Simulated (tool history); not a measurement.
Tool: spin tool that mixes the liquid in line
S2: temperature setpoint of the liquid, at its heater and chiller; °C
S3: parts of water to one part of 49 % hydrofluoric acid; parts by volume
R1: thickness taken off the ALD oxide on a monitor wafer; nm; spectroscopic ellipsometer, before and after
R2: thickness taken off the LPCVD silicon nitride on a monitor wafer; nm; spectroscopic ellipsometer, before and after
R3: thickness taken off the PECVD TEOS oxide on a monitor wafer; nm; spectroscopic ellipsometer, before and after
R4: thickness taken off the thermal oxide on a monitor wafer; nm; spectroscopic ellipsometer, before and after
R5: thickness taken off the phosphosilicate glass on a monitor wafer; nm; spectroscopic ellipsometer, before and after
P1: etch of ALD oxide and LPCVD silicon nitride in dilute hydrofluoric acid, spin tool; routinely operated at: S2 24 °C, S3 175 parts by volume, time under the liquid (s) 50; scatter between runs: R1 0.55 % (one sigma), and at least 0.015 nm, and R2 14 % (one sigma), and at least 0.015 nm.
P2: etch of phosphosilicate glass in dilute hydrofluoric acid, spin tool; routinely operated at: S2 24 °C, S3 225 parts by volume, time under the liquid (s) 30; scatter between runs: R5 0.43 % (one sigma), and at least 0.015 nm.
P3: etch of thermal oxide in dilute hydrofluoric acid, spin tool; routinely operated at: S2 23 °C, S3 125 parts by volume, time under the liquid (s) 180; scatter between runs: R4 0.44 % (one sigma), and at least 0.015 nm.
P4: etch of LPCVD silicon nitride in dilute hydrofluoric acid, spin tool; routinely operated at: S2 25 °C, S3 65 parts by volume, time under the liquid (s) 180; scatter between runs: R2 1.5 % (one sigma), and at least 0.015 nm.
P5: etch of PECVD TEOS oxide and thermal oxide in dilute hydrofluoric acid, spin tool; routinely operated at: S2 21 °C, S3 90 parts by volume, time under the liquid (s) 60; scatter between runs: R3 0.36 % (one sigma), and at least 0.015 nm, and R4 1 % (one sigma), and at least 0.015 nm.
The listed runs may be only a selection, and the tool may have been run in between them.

Run 1, hour 11.6: process that ran P1, S2 24 °C, S3 175 parts by volume, time under the liquid (s) 50. Result: R1 4.5104 nm, R2 0.11776 nm.
Run 2, hour 21.7: process that ran P5, S2 21 °C, S3 90 parts by volume, time under the liquid (s) 15. Result: R3 1.8107 nm, R4 0.69127 nm.
Run 3, hour 36.8: process that ran P2, S2 24 °C, S3 225 parts by volume, time under the liquid (s) 15. Result: R5 9.9759 nm.
Run 4, hour 46: process that ran P2, S2 19.5 °C, S3 225 parts by volume, time under the liquid (s) 30. Result: R5 16.784 nm.
Run 5, hour 58.2: process that ran P3, S2 17 °C, S3 125 parts by volume, time under the liquid (s) 180. Result: R4 4.8848 nm.
Run 6, hour 71.4: process that ran P5, S2 21 °C, S3 165 parts by volume, time under the liquid (s) 60. Result: R3 3.6257 nm, R4 1.3213 nm.
Run 7, hour 80.3: process that ran P2, S2 24 °C, S3 225 parts by volume, time under the liquid (s) 30. Result: R5 19.866 nm.
Run 8, hour 90.9: process that ran P5, S2 26.5 °C, S3 90 parts by volume, time under the liquid (s) 60. Result: R3 8.943 nm, R4 3.344 nm.
Run 9, hour 101.9: process that ran P1, S2 24 °C, S3 175 parts by volume, time under the liquid (s) 15. Result: R1 1.3648 nm, R2 0.050209 nm.
Run 10, hour 115.5: process that ran P1, S2 30.5 °C, S3 305 parts by volume, time under the liquid (s) 50. Result: R1 2.7973 nm, R2 0.11869 nm.
Run 11, hour 127.2: process that ran P1, S2 24 °C, S3 275 parts by volume, time under the liquid (s) 50. Result: R1 2.6009 nm, R2 0.090161 nm.
Run 12, hour 137.6: process that ran P2, S2 24 °C, S3 370 parts by volume, time under the liquid (s) 30. Result: R5 10.402 nm.
Run 13, hour 151.3: process that ran P1, S2 31.5 °C, S3 175 parts by volume, time under the liquid (s) 50. Result: R1 5.919 nm, R2 0.27985 nm.
Run 14, hour 159.9: process that ran P2, S2 24 °C, S3 225 parts by volume, time under the liquid (s) 30. Result: R5 19.862 nm.
Run 15, hour 171.6: process that ran P4, S2 25 °C, S3 65 parts by volume, time under the liquid (s) 320. Result: R2 2.3356 nm.
Run 16, hour 181.3: process that ran P1, S2 24 °C, S3 85 parts by volume, time under the liquid (s) 50. Result: R1 10.428 nm, R2 0.33994 nm.
Run 17, hour 194.5: process that ran P1, S2 24 °C, S3 175 parts by volume, time under the liquid (s) 50. Result: R1 4.5436 nm, R2 0.09473 nm.
Run 18, hour 203: process that ran P1, S2 24 °C, S3 175 parts by volume, time under the liquid (s) 50. Result: R1 4.5722 nm, R2 0.14099 nm.
Run 19, hour 212.3: process that ran P4, S2 17.5 °C, S3 65 parts by volume, time under the liquid (s) 180. Result: R2 0.78543 nm.
Run 20, hour 220.7: process that ran P5, S2 21 °C, S3 90 parts by volume, time under the liquid (s) 60. Result: R3 7.2177 nm, R4 2.7293 nm.
Run 21, hour 232.9: process that ran P3, S2 23 °C, S3 125 parts by volume, time under the liquid (s) 180. Result: R4 6.1819 nm.
Run 22, hour 241: process that ran P3, S2 23 °C, S3 125 parts by volume, time under the liquid (s) 330. Result: R4 11.397 nm.
Run 23, hour 251.6: process that ran P1, S2 24 °C, S3 175 parts by volume, time under the liquid (s) 50. Result: R1 4.5232 nm, R2 0.14793 nm.
Run 24, hour 265.1: process that ran P1, S2 24 °C, S3 175 parts by volume, time under the liquid (s) 50. Result: R1 4.5402 nm, R2 0.19948 nm.
Run 25, hour 275.5: process that ran P3, S2 23 °C, S3 200 parts by volume, time under the liquid (s) 180. Result: R4 3.5874 nm.
Run 26, hour 286.2: process that ran P4, S2 25 °C, S3 20 parts by volume, time under the liquid (s) 180. Result: R2 4.2812 nm.
Run 27, hour 301.1: process that ran P1, S2 24 °C, S3 175 parts by volume, time under the liquid (s) 100. Result: R1 9.1097 nm, R2 0.33082 nm.
Run 28, hour 310.6: process that ran P1, S2 19.5 °C, S3 175 parts by volume, time under the liquid (s) 50. Result: R1 3.8581 nm, R2 0.11749 nm.
Run 29, hour 319.5: process that ran P1, S2 24 °C, S3 175 parts by volume, time under the liquid (s) 50. Result: R1 4.5648 nm, R2 0.15651 nm.
Run 30, hour 330.5: process that ran P4, S2 25 °C, S3 65 parts by volume, time under the liquid (s) 180. Result: R2 1.3252 nm.
Run 31, hour 344.2: process that ran P3, S2 23 °C, S3 125 parts by volume, time under the liquid (s) 180. Result: R4 6.212 nm.
Run 32, hour 353: process that ran P1, S2 24 °C, S3 175 parts by volume, time under the liquid (s) 50. Result: R1 4.5153 nm, R2 0.12425 nm.
Run 33, hour 363: process that ran P1, S2 24 °C, S3 175 parts by volume, time under the liquid (s) 50. Result: R1 4.4488 nm, R2 0.10798 nm.
Run 34, hour 372.7: process that ran P1, S2 24 °C, S3 175 parts by volume, time under the liquid (s) 50. Result: R1 4.3349 nm, R2 0.096173 nm.
Run 35, hour 379.4: process that ran P1, S2 24 °C, S3 175 parts by volume, time under the liquid (s) 50. Result: R1 4.2943 nm, R2 0.11913 nm.
Run 36, hour 386.6: process that ran P1, S2 24 °C, S3 175 parts by volume, time under the liquid (s) 50. Result: R1 4.2787 nm, R2 0.099913 nm.
Run 37, hour 394.7: process that ran P1, S2 24 °C, S3 175 parts by volume, time under the liquid (s) 50. Result: R1 4.2705 nm, R2 0.19463 nm.
Run 38, hour 404.5: process that ran P1, S2 24 °C, S3 175 parts by volume, time under the liquid (s) 50. Result: R1 4.2407 nm, R2 0.1044 nm.
Run 39, hour 412.6: process that ran P1, S2 24 °C, S3 175 parts by volume, time under the liquid (s) 50. Result: R1 4.2869 nm, R2 0.17959 nm.

P1 no longer gives what it gave before; its output has crept away from where it was. The following 2 causes, each at its listed size, fit the log equally well:
A: liquid colder than its thermometer reads (K) = 1.66
B: hydrofluoric acid flow below the setpoint (%) = 5.12
The drift started at roughly hour 353.

Below are 4 check runs, each averaged over 5 wafers, with their results shown as question marks. Which of them would give clearly different results depending on which cause is behind the drift?
Run check 1, hour 420.7: process that ran P2, S2 19.5 °C, S3 225 parts by volume, time under the liquid (s) 30. Result: R5 ?.
Run check 2, hour 420.7: process that ran P5, S2 21 °C, S3 160 parts by volume, time under the liquid (s) 15. Result: R3 ?, R4 ?.
Run check 3, hour 420.7: process that ran P3, S2 18.5 °C, S3 195 parts by volume, time under the liquid (s) 180. Result: R4 ?.
Run check 4, hour 420.7: process that ran P4, S2 18.5 °C, S3 25 parts by volume, time under the liquid (s) 180. Result: R2 ?.

Predicted outcomes, by check and by cause:
  check  result     if A     if B
check 1      R5   15.722   15.724
check 2      R3  0.87448  0.87797
check 2      R4  0.33121  0.33253
check 3      R4   2.9052   2.9151
check 4      R2   1.9214   2.0573
Distance between the nearest two causes, measured in the result of the check that separates them most: check 1 0.02 %; check 2 0.4 %; check 3 0.34 %; check 4 6.83 %
Only in check 4 would the causes give clearly different results; in the remaining checks their results would be nearly the same.

Here is what check 4 returned: R2 1.9194 nm. Which cause is it?

It was cause A: liquid colder than its thermometer reads (K).
